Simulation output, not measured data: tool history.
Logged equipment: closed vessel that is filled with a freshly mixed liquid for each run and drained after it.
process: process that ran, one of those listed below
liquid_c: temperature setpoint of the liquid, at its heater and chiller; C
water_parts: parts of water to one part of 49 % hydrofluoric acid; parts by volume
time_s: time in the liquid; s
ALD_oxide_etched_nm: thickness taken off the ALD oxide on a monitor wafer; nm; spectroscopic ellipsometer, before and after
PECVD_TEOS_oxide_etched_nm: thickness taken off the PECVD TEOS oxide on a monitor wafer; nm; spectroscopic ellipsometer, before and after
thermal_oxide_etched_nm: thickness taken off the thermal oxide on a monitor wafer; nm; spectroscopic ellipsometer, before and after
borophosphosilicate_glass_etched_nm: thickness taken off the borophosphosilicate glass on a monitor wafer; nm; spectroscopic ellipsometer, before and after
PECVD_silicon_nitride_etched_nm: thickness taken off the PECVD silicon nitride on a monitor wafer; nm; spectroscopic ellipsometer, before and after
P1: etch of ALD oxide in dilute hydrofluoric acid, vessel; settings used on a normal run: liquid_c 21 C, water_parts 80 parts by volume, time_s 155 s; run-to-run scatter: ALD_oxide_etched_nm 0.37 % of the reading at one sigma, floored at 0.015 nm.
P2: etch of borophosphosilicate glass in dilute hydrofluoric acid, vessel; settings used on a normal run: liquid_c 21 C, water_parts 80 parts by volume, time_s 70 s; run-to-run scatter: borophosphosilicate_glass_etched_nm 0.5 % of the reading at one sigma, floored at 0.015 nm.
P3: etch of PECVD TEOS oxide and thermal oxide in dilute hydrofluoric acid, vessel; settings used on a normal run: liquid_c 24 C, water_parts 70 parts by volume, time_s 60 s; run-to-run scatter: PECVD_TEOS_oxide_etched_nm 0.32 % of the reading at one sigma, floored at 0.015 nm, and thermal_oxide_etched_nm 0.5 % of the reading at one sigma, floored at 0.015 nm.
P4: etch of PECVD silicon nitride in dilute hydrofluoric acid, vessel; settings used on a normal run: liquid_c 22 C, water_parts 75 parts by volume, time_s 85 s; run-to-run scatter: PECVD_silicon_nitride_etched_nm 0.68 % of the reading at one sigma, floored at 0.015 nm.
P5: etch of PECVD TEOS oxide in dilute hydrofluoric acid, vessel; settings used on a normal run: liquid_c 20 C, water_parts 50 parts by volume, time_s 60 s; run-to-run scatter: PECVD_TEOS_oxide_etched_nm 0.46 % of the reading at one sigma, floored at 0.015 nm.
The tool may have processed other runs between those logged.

run,hour,process,liquid_c,water_parts,time_s,hours since the thermometer was replaced,hours since the hydrofluoric acid flow meter was replaced,ALD_oxide_etched_nm,PECVD_TEOS_oxide_etched_nm,thermal_oxide_etched_nm,borophosphosilicate_glass_etched_nm,PECVD_silicon_nitride_etched_nm
1,4.2,P1,21,80,155,1782.2,165.1,23.024,,,,
2,7.1,P1,26.5,80,155,1785.1,168,28.502,,,,
3,9.9,P3,24,70,30,1787.9,170.8,,4.7516,2.0994,,
4,13.7,P1,21,80,250,1791.7,174.6,36.936,,,,
5,17.6,P2,21,80,70,1795.6,178.5,,,,36.369,
6,21.1,P2,21,120,70,1799.1,182,,,,23.096,
7,25.2,P2,21,80,35,1803.2,186.1,,,,18.112,
8,29.5,P3,24,20,60,1807.5,190.4,,35.643,15.716,,
9,33.4,P5,20,50,60,1811.4,194.3,,9.0339,,,
10,37.8,P5,17,50,60,1815.8,198.7,,7.9687,,,
11,41.1,P1,21,80,155,1819.1,202,23.025,,,,
12,45.3,P1,21,110,245,1823.3,206.2,25.398,,,,
13,48.4,P5,20,20,60,1826.4,209.3,,23.525,,,
14,52.6,P1,21,80,155,1830.6,213.5,22.924,,,,
15,56,P4,22,20,85,1834,216.9,,,,,14.642
16,60,P4,22,75,170,1838,220.9,,,,,8.2048
17,63.4,P1,21,80,155,1841.4,224.3,22.941,,,,
18,67,P1,21,20,155,1845,227.9,98.979,,,,
19,69.5,P1,21,135,155,1847.5,230.4,12.77,,,,
20,72.8,P3,24,70,60,1850.8,233.7,,9.5584,4.2179,,
21,76.9,P3,31.5,70,60,1854.9,237.8,,12.815,5.6856,,
22,80.2,P2,17,80,70,1858.2,241.1,,,,30.602,
23,83.5,P1,21,80,75,1861.5,244.4,11.124,,,,
24,87.5,P1,26.5,130,155,1865.5,248.4,16.5,,,,
25,91.8,P1,17,80,155,1869.8,252.7,19.356,,,,
26,94.3,P5,20,50,60,1872.3,255.2,,9.091,,,
27,98.6,P4,27,75,85,1876.6,259.5,,,,,5.7815
28,102.7,P4,22,75,85,1880.7,263.6,,,,,4.1445
29,104.8,P1,21,80,155,1882.8,265.7,22.997,,,,
30,106.9,P5,20,50,100,1884.9,267.8,,15.259,,,
31,109.6,P1,21,80,155,1887.6,270.5,22.966,,,,
32,114,P2,21,80,70,1892,274.9,,,,36.166,
33,117.8,P4,22,75,85,1895.8,278.7,,,,,4.1084
34,120.7,P1,21,115,80,1898.7,281.6,7.844,,,,
35,123.7,P1,21,80,155,1901.7,284.6,22.838,,,,
36,126.5,P1,21,80,155,1904.5,287.4,22.938,,,,
37,130.1,P1,21,80,155,1908.1,291,22.162,,,,
38,133,P1,21,80,155,1911,293.9,21.824,,,,
39,137.1,P1,21,80,155,1915.1,298,21.465,,,,
40,141.6,P1,21,80,155,1919.6,302.5,21.209,,,,
41,144.5,P1,21,80,155,1922.5,305.4,21.138,,,,
42,146.5,P1,21,80,155,1924.5,307.4,21.087,,,,
43,148.7,P1,21,80,155,1926.7,309.6,21.015,,,,
44,151.8,P1,21,80,155,1929.8,312.7,21.164,,,,
45,153.8,P1,21,80,155,1931.8,314.7,21.099,,,,

The log shows P1 creeping away from where it was. Any of the 2 causes listed here, at the size stated for it, fits the log just as well as the others:
A: liquid colder than its thermometer reads (K) = 2.07
B: hydrofluoric acid flow below the setpoint (%) = 7.54
Creep in the process output first set in at about hour 126.5.

4 check runs are offered, one wafer each, their results left as question marks. Which one tells the causes apart?
check 1,155.8,P5,20,50,60,,,,?,,,
check 2,155.8,P2,21,80,70,,,,,,?,
check 3,155.8,P3,24,70,60,,,,?,?,,
check 4,155.8,P4,22,75,85,,,,,,,?

Outcome of each check run for each possible cause:
check,result,if A,if B
check 1,PECVD_TEOS_oxide_etched_nm,8.3417,8.3861
check 2,borophosphosilicate_glass_etched_nm,33.276,33.282
check 3,PECVD_TEOS_oxide_etched_nm,8.7699,8.7599
check 3,thermal_oxide_etched_nm,3.8727,3.8683
check 4,PECVD_silicon_nitride_etched_nm,3.5715,3.809
How far apart the two closest causes lie, in the result that separates them most: check 1 0.53 %; check 2 0.02 %; check 3 0.11 %; check 4 6.44 %
Check 4 tells the causes apart: in the others they would give nearly the same result.

The results of check 4 are: PECVD_silicon_nitride_etched_nm 3.7942 nm. Based on these, which of the listed causes is it?

It was cause B: hydrofluoric acid flow below the setpoint (%).
